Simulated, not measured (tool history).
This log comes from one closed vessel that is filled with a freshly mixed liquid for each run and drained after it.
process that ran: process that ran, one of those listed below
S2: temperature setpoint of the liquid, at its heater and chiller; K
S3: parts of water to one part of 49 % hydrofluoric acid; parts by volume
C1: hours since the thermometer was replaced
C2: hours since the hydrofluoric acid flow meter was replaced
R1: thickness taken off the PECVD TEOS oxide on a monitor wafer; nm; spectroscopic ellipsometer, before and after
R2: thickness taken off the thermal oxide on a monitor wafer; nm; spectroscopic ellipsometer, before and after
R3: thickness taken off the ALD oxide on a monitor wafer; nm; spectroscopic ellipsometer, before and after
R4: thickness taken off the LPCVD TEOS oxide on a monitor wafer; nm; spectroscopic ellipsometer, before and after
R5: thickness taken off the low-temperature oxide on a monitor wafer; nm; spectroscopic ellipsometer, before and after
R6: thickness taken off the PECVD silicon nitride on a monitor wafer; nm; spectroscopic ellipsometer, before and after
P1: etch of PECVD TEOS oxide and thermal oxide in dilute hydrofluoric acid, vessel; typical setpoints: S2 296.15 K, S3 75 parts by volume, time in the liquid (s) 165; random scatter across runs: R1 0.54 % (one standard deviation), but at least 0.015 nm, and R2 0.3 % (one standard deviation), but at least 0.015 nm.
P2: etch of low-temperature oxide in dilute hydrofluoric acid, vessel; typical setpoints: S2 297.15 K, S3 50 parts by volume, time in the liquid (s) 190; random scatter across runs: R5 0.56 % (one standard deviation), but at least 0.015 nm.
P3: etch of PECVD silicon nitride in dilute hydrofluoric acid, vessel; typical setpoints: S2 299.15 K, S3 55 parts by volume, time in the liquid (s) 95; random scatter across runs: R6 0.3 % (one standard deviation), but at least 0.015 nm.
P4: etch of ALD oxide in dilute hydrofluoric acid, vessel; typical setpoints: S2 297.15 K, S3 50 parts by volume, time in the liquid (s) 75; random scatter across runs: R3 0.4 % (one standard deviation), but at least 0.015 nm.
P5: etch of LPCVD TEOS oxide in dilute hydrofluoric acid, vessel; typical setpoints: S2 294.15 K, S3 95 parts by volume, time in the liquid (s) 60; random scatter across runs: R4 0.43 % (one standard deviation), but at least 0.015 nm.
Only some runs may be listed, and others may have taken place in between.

{"run": 1, "hour": 11.5, "process that ran": "P1", "S2": 296.15, "S3": 75, "time in the liquid (s)": 165, "C1": 225.1, "C2": 714.3, "R1": 20.165, "R2": 11.124}
{"run": 2, "hour": 19.3, "process that ran": "P1", "S2": 302.65, "S3": 75, "time in the liquid (s)": 165, "C1": 232.9, "C2": 722.1, "R1": 26.049, "R2": 14.373}
{"run": 3, "hour": 30.8, "process that ran": "P4", "S2": 302.65, "S3": 50, "time in the liquid (s)": 75, "C1": 244.4, "C2": 733.6, "R3": 46.343}
{"run": 4, "hour": 41.7, "process that ran": "P5", "S2": 290.15, "S3": 95, "time in the liquid (s)": 60, "C1": 255.3, "C2": 744.5, "R4": 19.5}
{"run": 5, "hour": 51.0, "process that ran": "P2", "S2": 297.15, "S3": 50, "time in the liquid (s)": 30, "C1": 264.6, "C2": 753.8, "R5": 6.6871}
{"run": 6, "hour": 56.7, "process that ran": "P2", "S2": 290.15, "S3": 50, "time in the liquid (s)": 190, "C1": 270.3, "C2": 759.5, "R5": 31.737}
{"run": 7, "hour": 67.5, "process that ran": "P1", "S2": 296.15, "S3": 40, "time in the liquid (s)": 165, "C1": 281.1, "C2": 770.3, "R1": 39.27, "R2": 21.72}
{"run": 8, "hour": 74.1, "process that ran": "P3", "S2": 293.15, "S3": 55, "time in the liquid (s)": 95, "C1": 287.7, "C2": 776.9, "R6": 5.8479}
{"run": 9, "hour": 82.2, "process that ran": "P3", "S2": 299.15, "S3": 25, "time in the liquid (s)": 95, "C1": 295.8, "C2": 785.0, "R6": 19.096}
{"run": 10, "hour": 92.9, "process that ran": "P5", "S2": 294.15, "S3": 95, "time in the liquid (s)": 60, "C1": 306.5, "C2": 795.7, "R4": 22.948}
{"run": 11, "hour": 100.9, "process that ran": "P1", "S2": 290.65, "S3": 75, "time in the liquid (s)": 165, "C1": 314.5, "C2": 803.7, "R1": 16.087, "R2": 8.8141}
{"run": 12, "hour": 111.4, "process that ran": "P1", "S2": 296.15, "S3": 25, "time in the liquid (s)": 30, "C1": 325.0, "C2": 814.2, "R1": 11.718, "R2": 6.4772}
{"run": 13, "hour": 117.7, "process that ran": "P1", "S2": 296.15, "S3": 75, "time in the liquid (s)": 70, "C1": 331.3, "C2": 820.5, "R1": 8.578, "R2": 4.6785}
{"run": 14, "hour": 122.9, "process that ran": "P5", "S2": 294.15, "S3": 95, "time in the liquid (s)": 60, "C1": 336.5, "C2": 825.7, "R4": 22.927}
{"run": 15, "hour": 133.1, "process that ran": "P2", "S2": 297.15, "S3": 50, "time in the liquid (s)": 190, "C1": 346.7, "C2": 835.9, "R5": 42.874}
{"run": 16, "hour": 141.2, "process that ran": "P5", "S2": 294.15, "S3": 20, "time in the liquid (s)": 60, "C1": 354.8, "C2": 844.0, "R4": 118.4}
{"run": 17, "hour": 151.8, "process that ran": "P1", "S2": 296.15, "S3": 75, "time in the liquid (s)": 165, "C1": 365.4, "C2": 854.6, "R1": 20.387, "R2": 11.087}
{"run": 18, "hour": 157.4, "process that ran": "P3", "S2": 299.15, "S3": 55, "time in the liquid (s)": 170, "C1": 371.0, "C2": 860.2, "R6": 15.782}
{"run": 19, "hour": 168.8, "process that ran": "P4", "S2": 297.15, "S3": 50, "time in the liquid (s)": 75, "C1": 382.4, "C2": 871.6, "R3": 37.161}
{"run": 20, "hour": 178.1, "process that ran": "P1", "S2": 296.15, "S3": 75, "time in the liquid (s)": 275, "C1": 391.7, "C2": 880.9, "R1": 34.02, "R2": 18.494}
{"run": 21, "hour": 183.4, "process that ran": "P2", "S2": 297.15, "S3": 50, "time in the liquid (s)": 190, "C1": 397.0, "C2": 886.2, "R5": 42.85}
{"run": 22, "hour": 192.6, "process that ran": "P1", "S2": 296.15, "S3": 110, "time in the liquid (s)": 165, "C1": 406.2, "C2": 895.4, "R1": 13.276, "R2": 7.2251}
{"run": 23, "hour": 204.0, "process that ran": "P2", "S2": 297.15, "S3": 75, "time in the liquid (s)": 190, "C1": 417.6, "C2": 906.8, "R5": 27.643}
{"run": 24, "hour": 210.6, "process that ran": "P4", "S2": 297.15, "S3": 50, "time in the liquid (s)": 110, "C1": 424.2, "C2": 913.4, "R3": 54.845}
{"run": 25, "hour": 219.8, "process that ran": "P1", "S2": 296.15, "S3": 75, "time in the liquid (s)": 165, "C1": 433.4, "C2": 922.6, "R1": 20.133, "R2": 11.158}
{"run": 26, "hour": 227.9, "process that ran": "P3", "S2": 299.15, "S3": 55, "time in the liquid (s)": 95, "C1": 441.5, "C2": 930.7, "R6": 8.8049}
{"run": 27, "hour": 238.9, "process that ran": "P4", "S2": 297.15, "S3": 20, "time in the liquid (s)": 75, "C1": 452.5, "C2": 941.7, "R3": 96.201}
{"run": 28, "hour": 246.9, "process that ran": "P1", "S2": 296.15, "S3": 75, "time in the liquid (s)": 165, "C1": 460.5, "C2": 949.7, "R1": 20.528, "R2": 11.157}
{"run": 29, "hour": 253.0, "process that ran": "P5", "S2": 294.15, "S3": 95, "time in the liquid (s)": 30, "C1": 466.6, "C2": 955.8, "R4": 11.486}
{"run": 30, "hour": 263.2, "process that ran": "P1", "S2": 296.15, "S3": 75, "time in the liquid (s)": 165, "C1": 476.8, "C2": 966.0, "R1": 20.098, "R2": 11.112}
{"run": 31, "hour": 270.7, "process that ran": "P1", "S2": 296.15, "S3": 75, "time in the liquid (s)": 165, "C1": 484.3, "C2": 973.5, "R1": 19.629, "R2": 10.813}
{"run": 32, "hour": 281.1, "process that ran": "P1", "S2": 296.15, "S3": 75, "time in the liquid (s)": 165, "C1": 494.7, "C2": 983.9, "R1": 19.444, "R2": 10.639}
{"run": 33, "hour": 290.7, "process that ran": "P1", "S2": 296.15, "S3": 75, "time in the liquid (s)": 165, "C1": 504.3, "C2": 993.5, "R1": 19.223, "R2": 10.487}
{"run": 34, "hour": 298.9, "process that ran": "P1", "S2": 296.15, "S3": 75, "time in the liquid (s)": 165, "C1": 512.5, "C2": 1001.7, "R1": 18.973, "R2": 10.484}
{"run": 35, "hour": 304.7, "process that ran": "P1", "S2": 296.15, "S3": 75, "time in the liquid (s)": 165, "C1": 518.3, "C2": 1007.5, "R1": 18.581, "R2": 10.345}
{"run": 36, "hour": 315.9, "process that ran": "P1", "S2": 296.15, "S3": 75, "time in the liquid (s)": 165, "C1": 529.5, "C2": 1018.7, "R1": 18.683, "R2": 10.344}
{"run": 37, "hour": 326.4, "process that ran": "P1", "S2": 296.15, "S3": 75, "time in the liquid (s)": 165, "C1": 540.0, "C2": 1029.2, "R1": 18.679, "R2": 10.255}
{"run": 38, "hour": 335.6, "process that ran": "P1", "S2": 296.15, "S3": 75, "time in the liquid (s)": 165, "C1": 549.2, "C2": 1038.4, "R1": 18.517, "R2": 10.18}
{"run": 39, "hour": 346.4, "process that ran": "P1", "S2": 296.15, "S3": 75, "time in the liquid (s)": 165, "C1": 560.0, "C2": 1049.2, "R1": 18.661, "R2": 10.225}
{"run": 40, "hour": 357.2, "process that ran": "P1", "S2": 296.15, "S3": 75, "time in the liquid (s)": 165, "C1": 570.8, "C2": 1060.0, "R1": 18.592, "R2": 10.175}
{"run": 41, "hour": 364.1, "process that ran": "P1", "S2": 296.15, "S3": 75, "time in the liquid (s)": 165, "C1": 577.7, "C2": 1066.9, "R1": 18.625, "R2": 10.1}

The log shows P1 creeping away from where it was. Any of the 2 causes listed here, at the size stated for it, fits the log just as well as the others:
A: hydrofluoric acid flow below the setpoint (%) = 7.78
B: liquid colder than its thermometer reads (K) = 2.17
The gradual shift began around hour 263.2.

4 check runs are offered, one wafer each, their results left as question marks. Which one tells the causes apart?
{"run": "check 1", "hour": 371.0, "process that ran": "P2", "S2": 291.15, "S3": 50, "time in the liquid (s)": 30, "R5": "?"}
{"run": "check 2", "hour": 371.0, "process that ran": "P4", "S2": 297.15, "S3": 20, "time in the liquid (s)": 75, "R3": "?"}
{"run": "check 3", "hour": 371.0, "process that ran": "P5", "S2": 290.65, "S3": 50, "time in the liquid (s)": 60, "R4": "?"}
{"run": "check 4", "hour": 371.0, "process that ran": "P3", "S2": 299.15, "S3": 55, "time in the liquid (s)": 170, "R6": "?"}

What each check would give under each cause:
check=check_1 result=R5 if_A=4.7966 if_B=4.7556
check=check_2 result=R3 if_A=89.069 if_B=88.278
check=check_3 result=R4 if_A=36.310 if_B=35.983
check=check_4 result=R6 if_A=14.5640 if_B=13.6450
Separation of the two closest causes in each check, using whichever result separates them best: check 1 0.86 %; check 2 0.89 %; check 3 0.9 %; check 4 6.52 %
Check 4 is the one run that separates the causes; every other check would come out nearly the same whichever cause is at work.

The results of check 4 are: R6 13.7300 nm. Based on these, which of the listed causes is it?

It is B: liquid colder than its thermometer reads (K).

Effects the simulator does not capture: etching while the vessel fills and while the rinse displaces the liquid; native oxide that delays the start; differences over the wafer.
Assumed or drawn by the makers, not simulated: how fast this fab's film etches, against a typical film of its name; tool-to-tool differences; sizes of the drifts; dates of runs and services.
